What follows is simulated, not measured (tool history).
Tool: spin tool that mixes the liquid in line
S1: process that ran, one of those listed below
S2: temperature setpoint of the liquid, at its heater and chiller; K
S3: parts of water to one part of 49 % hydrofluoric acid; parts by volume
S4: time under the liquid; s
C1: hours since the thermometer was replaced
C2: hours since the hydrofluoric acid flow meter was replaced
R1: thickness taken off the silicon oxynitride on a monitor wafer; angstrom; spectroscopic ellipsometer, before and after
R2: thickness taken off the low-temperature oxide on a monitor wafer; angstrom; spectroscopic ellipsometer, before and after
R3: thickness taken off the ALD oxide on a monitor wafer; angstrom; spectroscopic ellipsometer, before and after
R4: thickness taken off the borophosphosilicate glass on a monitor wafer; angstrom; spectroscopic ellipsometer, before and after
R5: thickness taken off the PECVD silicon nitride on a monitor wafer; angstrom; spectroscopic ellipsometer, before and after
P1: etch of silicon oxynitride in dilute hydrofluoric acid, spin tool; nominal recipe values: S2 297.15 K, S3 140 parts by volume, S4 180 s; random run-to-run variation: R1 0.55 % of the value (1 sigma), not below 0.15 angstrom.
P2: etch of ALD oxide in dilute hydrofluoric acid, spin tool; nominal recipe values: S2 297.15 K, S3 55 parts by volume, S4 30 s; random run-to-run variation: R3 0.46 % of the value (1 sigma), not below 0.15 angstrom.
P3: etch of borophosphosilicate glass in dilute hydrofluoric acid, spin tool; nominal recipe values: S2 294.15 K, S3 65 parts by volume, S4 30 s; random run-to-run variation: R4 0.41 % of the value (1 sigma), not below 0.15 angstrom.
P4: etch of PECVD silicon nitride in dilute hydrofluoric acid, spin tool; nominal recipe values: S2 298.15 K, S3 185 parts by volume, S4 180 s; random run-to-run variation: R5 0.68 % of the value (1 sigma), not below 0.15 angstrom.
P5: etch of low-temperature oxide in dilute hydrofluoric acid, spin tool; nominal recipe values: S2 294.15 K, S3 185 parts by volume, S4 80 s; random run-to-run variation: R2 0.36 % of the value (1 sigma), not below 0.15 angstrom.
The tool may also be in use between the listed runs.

Run 1, hour 5.6: S1 P1, S2 297.15 K, S3 140 parts by volume, S4 180 s; C1 729.7; C2 671.3. Result: R1 54.276 angstrom.
Run 2, hour 9.4: S1 P1, S2 293.15 K, S3 140 parts by volume, S4 180 s; C1 733.5; C2 675.1. Result: R1 44.13 angstrom.
Run 3, hour 16: S1 P5, S2 294.15 K, S3 45 parts by volume, S4 80 s; C1 740.1; C2 681.7. Result: R2 440.84 angstrom.
Run 4, hour 22.5: S1 P2, S2 297.15 K, S3 20 parts by volume, S4 30 s; C1 746.6; C2 688.2. Result: R3 544.38 angstrom.
Run 5, hour 28.7: S1 P3, S2 294.15 K, S3 65 parts by volume, S4 45 s; C1 752.8; C2 694.4. Result: R4 226.68 angstrom.
Run 6, hour 33.3: S1 P3, S2 290.15 K, S3 65 parts by volume, S4 30 s; C1 757.4; C2 699. Result: R4 127.59 angstrom.
Run 7, hour 37.4: S1 P5, S2 294.15 K, S3 185 parts by volume, S4 120 s; C1 761.5; C2 703.1. Result: R2 136.76 angstrom.
Run 8, hour 44.3: S1 P1, S2 301.15 K, S3 140 parts by volume, S4 180 s; C1 768.4; C2 710. Result: R1 64.463 angstrom.
Run 9, hour 49.1: S1 P1, S2 297.15 K, S3 140 parts by volume, S4 90 s; C1 773.2; C2 714.8. Result: R1 26.66 angstrom.
Run 10, hour 55.8: S1 P1, S2 297.15 K, S3 140 parts by volume, S4 180 s; C1 779.9; C2 721.5. Result: R1 53.713 angstrom.
Run 11, hour 59.8: S1 P2, S2 293.15 K, S3 55 parts by volume, S4 30 s; C1 783.9; C2 725.5. Result: R3 159.84 angstrom.
Run 12, hour 63.5: S1 P1, S2 297.15 K, S3 200 parts by volume, S4 180 s; C1 787.6; C2 729.2. Result: R1 36.531 angstrom.
Run 13, hour 69.8: S1 P1, S2 297.15 K, S3 140 parts by volume, S4 330 s; C1 793.9; C2 735.5. Result: R1 98.885 angstrom.
Run 14, hour 74.9: S1 P1, S2 297.15 K, S3 140 parts by volume, S4 180 s; C1 799; C2 740.6. Result: R1 53.62 angstrom.
Run 15, hour 80.9: S1 P5, S2 294.15 K, S3 185 parts by volume, S4 80 s; C1 805; C2 746.6. Result: R2 90.77 angstrom.
Run 16, hour 84.8: S1 P1, S2 297.15 K, S3 140 parts by volume, S4 180 s; C1 808.9; C2 750.5. Result: R1 53.815 angstrom.
Run 17, hour 89.3: S1 P1, S2 297.15 K, S3 40 parts by volume, S4 55 s; C1 813.4; C2 755. Result: R1 62.246 angstrom.
Run 18, hour 95.7: S1 P2, S2 297.15 K, S3 55 parts by volume, S4 55 s; C1 819.8; C2 761.4. Result: R3 348.73 angstrom.
Run 19, hour 102.4: S1 P2, S2 297.15 K, S3 55 parts by volume, S4 30 s; C1 826.5; C2 768.1. Result: R3 187.95 angstrom.
Run 20, hour 108.5: S1 P1, S2 297.15 K, S3 140 parts by volume, S4 180 s; C1 832.6; C2 774.2. Result: R1 53.501 angstrom.
Run 21, hour 113.1: S1 P4, S2 298.15 K, S3 185 parts by volume, S4 180 s; C1 837.2; C2 778.8. Result: R5 33.212 angstrom.
Run 22, hour 116.4: S1 P3, S2 294.15 K, S3 65 parts by volume, S4 30 s; C1 840.5; C2 782.1. Result: R4 152.26 angstrom.
Run 23, hour 122.7: S1 P1, S2 297.15 K, S3 55 parts by volume, S4 180 s; C1 846.8; C2 788.4. Result: R1 147.11 angstrom.
Run 24, hour 126.9: S1 P2, S2 297.15 K, S3 55 parts by volume, S4 30 s; C1 851; C2 792.6. Result: R3 189.71 angstrom.
Run 25, hour 131.1: S1 P3, S2 294.15 K, S3 65 parts by volume, S4 30 s; C1 855.2; C2 796.8. Result: R4 152.04 angstrom.
At hour 135.4: thermometer replaced.
Run 26, hour 137.1: S1 P5, S2 290.15 K, S3 185 parts by volume, S4 80 s; C1 1.7; C2 802.8. Result: R2 78.285 angstrom.
Run 27, hour 143.9: S1 P3, S2 294.15 K, S3 25 parts by volume, S4 30 s; C1 8.5; C2 809.6. Result: R4 413.75 angstrom.
Run 28, hour 148.1: S1 P4, S2 298.15 K, S3 75 parts by volume, S4 180 s; C1 12.7; C2 813.8. Result: R5 80.085 angstrom.
Run 29, hour 153.8: S1 P5, S2 294.15 K, S3 185 parts by volume, S4 80 s; C1 18.4; C2 819.5. Result: R2 91.434 angstrom.
Run 30, hour 159.7: S1 P4, S2 302.65 K, S3 185 parts by volume, S4 180 s; C1 24.3; C2 825.4. Result: R5 43.533 angstrom.
Run 31, hour 166: S1 P1, S2 297.15 K, S3 140 parts by volume, S4 180 s; C1 30.6; C2 831.7. Result: R1 53.667 angstrom.
Run 32, hour 172.2: S1 P4, S2 298.15 K, S3 185 parts by volume, S4 180 s; C1 36.8; C2 837.9. Result: R5 32.972 angstrom.
Run 33, hour 178.9: S1 P1, S2 292.65 K, S3 140 parts by volume, S4 95 s; C1 43.5; C2 844.6. Result: R1 23.088 angstrom.
Run 34, hour 183: S1 P4, S2 298.15 K, S3 185 parts by volume, S4 350 s; C1 47.6; C2 848.7. Result: R5 64.083 angstrom.
Run 35, hour 186.7: S1 P1, S2 297.15 K, S3 140 parts by volume, S4 180 s; C1 51.3; C2 852.4. Result: R1 54.006 angstrom.
Run 36, hour 190.9: S1 P1, S2 297.15 K, S3 140 parts by volume, S4 180 s; C1 55.5; C2 856.6. Result: R1 54.678 angstrom.
Run 37, hour 197.2: S1 P1, S2 297.15 K, S3 140 parts by volume, S4 180 s; C1 61.8; C2 862.9. Result: R1 55.736 angstrom.
Run 38, hour 202.9: S1 P1, S2 297.15 K, S3 140 parts by volume, S4 180 s; C1 67.5; C2 868.6. Result: R1 57.293 angstrom.
Run 39, hour 209: S1 P1, S2 297.15 K, S3 140 parts by volume, S4 180 s; C1 73.6; C2 874.7. Result: R1 56.68 angstrom.

Run 40, settings as shown, results not yet in. Your forecast:
Run 40, hour 214.3: S1 P1, S2 297.15 K, S3 140 parts by volume, S4 180 s; C1 78.9; C2 880. Result: R1 ?.

R1: 57.601 angstrom
